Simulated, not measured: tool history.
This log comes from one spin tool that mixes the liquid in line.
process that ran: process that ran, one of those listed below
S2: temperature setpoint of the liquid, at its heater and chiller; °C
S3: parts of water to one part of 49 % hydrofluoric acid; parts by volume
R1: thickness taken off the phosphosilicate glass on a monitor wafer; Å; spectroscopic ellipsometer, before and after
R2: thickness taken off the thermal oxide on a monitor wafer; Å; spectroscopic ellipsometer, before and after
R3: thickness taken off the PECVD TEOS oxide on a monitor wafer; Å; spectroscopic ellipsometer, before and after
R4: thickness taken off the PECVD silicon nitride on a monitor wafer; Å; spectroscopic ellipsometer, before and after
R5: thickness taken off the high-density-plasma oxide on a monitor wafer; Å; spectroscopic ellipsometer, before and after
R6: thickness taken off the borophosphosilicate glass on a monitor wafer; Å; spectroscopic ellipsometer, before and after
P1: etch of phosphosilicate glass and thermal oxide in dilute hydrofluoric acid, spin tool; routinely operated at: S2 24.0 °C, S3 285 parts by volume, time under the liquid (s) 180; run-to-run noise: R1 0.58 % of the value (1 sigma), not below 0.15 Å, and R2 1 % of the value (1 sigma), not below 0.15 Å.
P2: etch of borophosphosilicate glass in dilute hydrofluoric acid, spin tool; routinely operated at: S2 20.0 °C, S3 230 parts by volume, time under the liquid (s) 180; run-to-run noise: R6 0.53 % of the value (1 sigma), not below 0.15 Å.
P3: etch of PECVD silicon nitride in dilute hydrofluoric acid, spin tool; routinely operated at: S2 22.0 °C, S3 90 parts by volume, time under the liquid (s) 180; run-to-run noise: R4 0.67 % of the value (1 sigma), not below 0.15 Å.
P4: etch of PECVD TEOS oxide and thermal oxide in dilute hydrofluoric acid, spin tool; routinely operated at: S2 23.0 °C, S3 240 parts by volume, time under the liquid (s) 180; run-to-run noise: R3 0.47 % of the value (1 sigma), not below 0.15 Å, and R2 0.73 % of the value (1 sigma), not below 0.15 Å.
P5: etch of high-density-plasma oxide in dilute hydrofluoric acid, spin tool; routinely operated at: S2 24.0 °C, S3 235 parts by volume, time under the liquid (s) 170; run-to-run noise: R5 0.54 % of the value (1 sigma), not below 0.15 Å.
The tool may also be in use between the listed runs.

Run 1, hour 9.6: process that ran P1, S2 24.0 °C, S3 285 parts by volume, time under the liquid (s) 180. Result: R1 300.420 Å, R2 22.8110 Å.
Run 2, hour 18.7: process that ran P1, S2 24.0 °C, S3 285 parts by volume, time under the liquid (s) 180. Result: R1 300.090 Å, R2 23.0390 Å.
Run 3, hour 30.4: process that ran P4, S2 23.0 °C, S3 50 parts by volume, time under the liquid (s) 180. Result: R2 190.1500 Å, R3 941.600 Å.
Run 4, hour 42.3: process that ran P3, S2 22.0 °C, S3 140 parts by volume, time under the liquid (s) 180. Result: R4 20.456 Å.
Run 5, hour 49.5: process that ran P5, S2 30.5 °C, S3 235 parts by volume, time under the liquid (s) 170. Result: R5 64.126 Å.
Run 6, hour 59.2: process that ran P1, S2 24.0 °C, S3 285 parts by volume, time under the liquid (s) 180. Result: R1 303.920 Å, R2 23.4200 Å.
Run 7, hour 65.5: process that ran P5, S2 24.0 °C, S3 235 parts by volume, time under the liquid (s) 255. Result: R5 76.422 Å.
Run 8, hour 74.1: process that ran P1, S2 24.0 °C, S3 285 parts by volume, time under the liquid (s) 180. Result: R1 303.610 Å, R2 23.5610 Å.
Run 9, hour 84.0: process that ran P3, S2 22.0 °C, S3 90 parts by volume, time under the liquid (s) 180. Result: R4 31.113 Å.
Run 10, hour 92.4: process that ran P1, S2 19.5 °C, S3 285 parts by volume, time under the liquid (s) 55. Result: R1 78.628 Å, R2 5.6585 Å.
Run 11, hour 102.1: process that ran P2, S2 20.0 °C, S3 230 parts by volume, time under the liquid (s) 180. Result: R6 181.90 Å.
Run 12, hour 110.0: process that ran P1, S2 30.5 °C, S3 285 parts by volume, time under the liquid (s) 180. Result: R1 376.540 Å, R2 28.2840 Å.
Run 13, hour 122.3: process that ran P5, S2 24.0 °C, S3 340 parts by volume, time under the liquid (s) 170. Result: R5 32.079 Å.
Run 14, hour 131.2: process that ran P5, S2 24.0 °C, S3 235 parts by volume, time under the liquid (s) 170. Result: R5 51.123 Å.
Run 15, hour 143.3: process that ran P1, S2 29.0 °C, S3 285 parts by volume, time under the liquid (s) 100. Result: R1 200.260 Å, R2 15.4580 Å.
Run 16, hour 154.0: process that ran P3, S2 29.5 °C, S3 90 parts by volume, time under the liquid (s) 180. Result: R4 51.157 Å.
Run 17, hour 164.2: process that ran P2, S2 20.0 °C, S3 230 parts by volume, time under the liquid (s) 365. Result: R6 373.55 Å.
Run 18, hour 175.5: process that ran P1, S2 24.0 °C, S3 475 parts by volume, time under the liquid (s) 180. Result: R1 153.020 Å, R2 11.8460 Å.
Run 19, hour 183.8: process that ran P4, S2 23.0 °C, S3 240 parts by volume, time under the liquid (s) 180. Result: R2 32.7580 Å, R3 158.250 Å.
Run 20, hour 192.8: process that ran P4, S2 23.0 °C, S3 240 parts by volume, time under the liquid (s) 65. Result: R2 11.8130 Å, R3 57.192 Å.
Run 21, hour 201.1: process that ran P2, S2 20.0 °C, S3 115 parts by volume, time under the liquid (s) 180. Result: R6 414.47 Å.
Run 22, hour 209.4: process that ran P2, S2 20.0 °C, S3 230 parts by volume, time under the liquid (s) 180. Result: R6 184.04 Å.
Run 23, hour 217.8: process that ran P4, S2 18.0 °C, S3 240 parts by volume, time under the liquid (s) 180. Result: R2 27.2300 Å, R3 131.310 Å.
Run 24, hour 223.5: process that ran P1, S2 24.0 °C, S3 115 parts by volume, time under the liquid (s) 180. Result: R1 904.030 Å, R2 69.7040 Å.
Run 25, hour 232.3: process that ran P1, S2 19.0 °C, S3 285 parts by volume, time under the liquid (s) 180. Result: R1 253.550 Å, R2 18.7640 Å.
Run 26, hour 237.8: process that ran P3, S2 22.0 °C, S3 90 parts by volume, time under the liquid (s) 95. Result: R4 16.189 Å.
Run 27, hour 249.5: process that ran P2, S2 26.5 °C, S3 230 parts by volume, time under the liquid (s) 180. Result: R6 232.58 Å.
Run 28, hour 260.8: process that ran P1, S2 24.0 °C, S3 285 parts by volume, time under the liquid (s) 80. Result: R1 134.740 Å, R2 10.4090 Å.
Run 29, hour 268.8: process that ran P1, S2 24.0 °C, S3 285 parts by volume, time under the liquid (s) 365. Result: R1 615.730 Å, R2 47.2880 Å.
Run 30, hour 275.0: process that ran P1, S2 24.0 °C, S3 285 parts by volume, time under the liquid (s) 180. Result: R1 306.420 Å, R2 23.3690 Å.
Run 31, hour 280.7: process that ran P1, S2 20.0 °C, S3 170 parts by volume, time under the liquid (s) 180. Result: R1 493.980 Å, R2 37.8930 Å.
Run 32, hour 293.3: process that ran P4, S2 23.0 °C, S3 240 parts by volume, time under the liquid (s) 180. Result: R2 32.3170 Å, R3 159.370 Å.
Run 33, hour 303.6: process that ran P1, S2 24.0 °C, S3 285 parts by volume, time under the liquid (s) 180. Result: R1 300.980 Å, R2 23.5560 Å.
Run 34, hour 315.8: process that ran P1, S2 24.0 °C, S3 285 parts by volume, time under the liquid (s) 180. Result: R1 290.860 Å, R2 22.3040 Å.
Run 35, hour 328.2: process that ran P1, S2 24.0 °C, S3 285 parts by volume, time under the liquid (s) 180. Result: R1 288.200 Å, R2 22.1660 Å.
Run 36, hour 336.6: process that ran P1, S2 24.0 °C, S3 285 parts by volume, time under the liquid (s) 180. Result: R1 287.370 Å, R2 21.8660 Å.
Run 37, hour 343.4: process that ran P1, S2 24.0 °C, S3 285 parts by volume, time under the liquid (s) 180. Result: R1 281.880 Å, R2 21.6840 Å.
Run 38, hour 353.2: process that ran P1, S2 24.0 °C, S3 285 parts by volume, time under the liquid (s) 180. Result: R1 286.270 Å, R2 21.3760 Å.
Run 39, hour 365.3: process that ran P1, S2 24.0 °C, S3 285 parts by volume, time under the liquid (s) 180. Result: R1 284.190 Å, R2 20.8930 Å.

The log shows P1 creeping away from where it was. Any of the 2 causes listed here, at the size stated for it, fits the log just as well as the others:
A: hydrofluoric acid flow below the setpoint (%) = 5.04
B: liquid colder than its thermometer reads (K) = 1.88
The process output started creeping at around hour 303.6.

Question marks stand in for the results of the 4 check runs listed below, each run on one wafer. Under which run would the listed causes show clearly different results?
Run check 1, hour 377.4: process that ran P5, S2 24.0 °C, S3 235 parts by volume, time under the liquid (s) 170. Result: R5 ?.
Run check 2, hour 377.4: process that ran P3, S2 22.0 °C, S3 90 parts by volume, time under the liquid (s) 180. Result: R4 ?.
Run check 3, hour 377.4: process that ran P4, S2 23.0 °C, S3 240 parts by volume, time under the liquid (s) 180. Result: R2 ?, R3 ?.
Run check 4, hour 377.4: process that ran P2, S2 20.0 °C, S3 230 parts by volume, time under the liquid (s) 180. Result: R6 ?.

Expected result of each check under each candidate cause:
  check  result     if A     if B
check 1      R5   47.667   47.469
check 2      R4   29.727   27.534
check 3      R2  30.2140  30.0700
check 3      R3  148.650  147.930
check 4      R6   172.70   171.18
Gap, in per cent, between the two causes that each check separates least, read from the result that separates them most: check 1 0.41 %; check 2 7.66 %; check 3 0.48 %; check 4 0.88 %
Of the check runs offered, only check 2 discriminates between the causes; the rest would read about the same regardless of which cause applies.

Check 2 was carried out, with these results: R4 27.575 Å. Which of the listed causes is responsible?

It was cause B: liquid colder than its thermometer reads (K).

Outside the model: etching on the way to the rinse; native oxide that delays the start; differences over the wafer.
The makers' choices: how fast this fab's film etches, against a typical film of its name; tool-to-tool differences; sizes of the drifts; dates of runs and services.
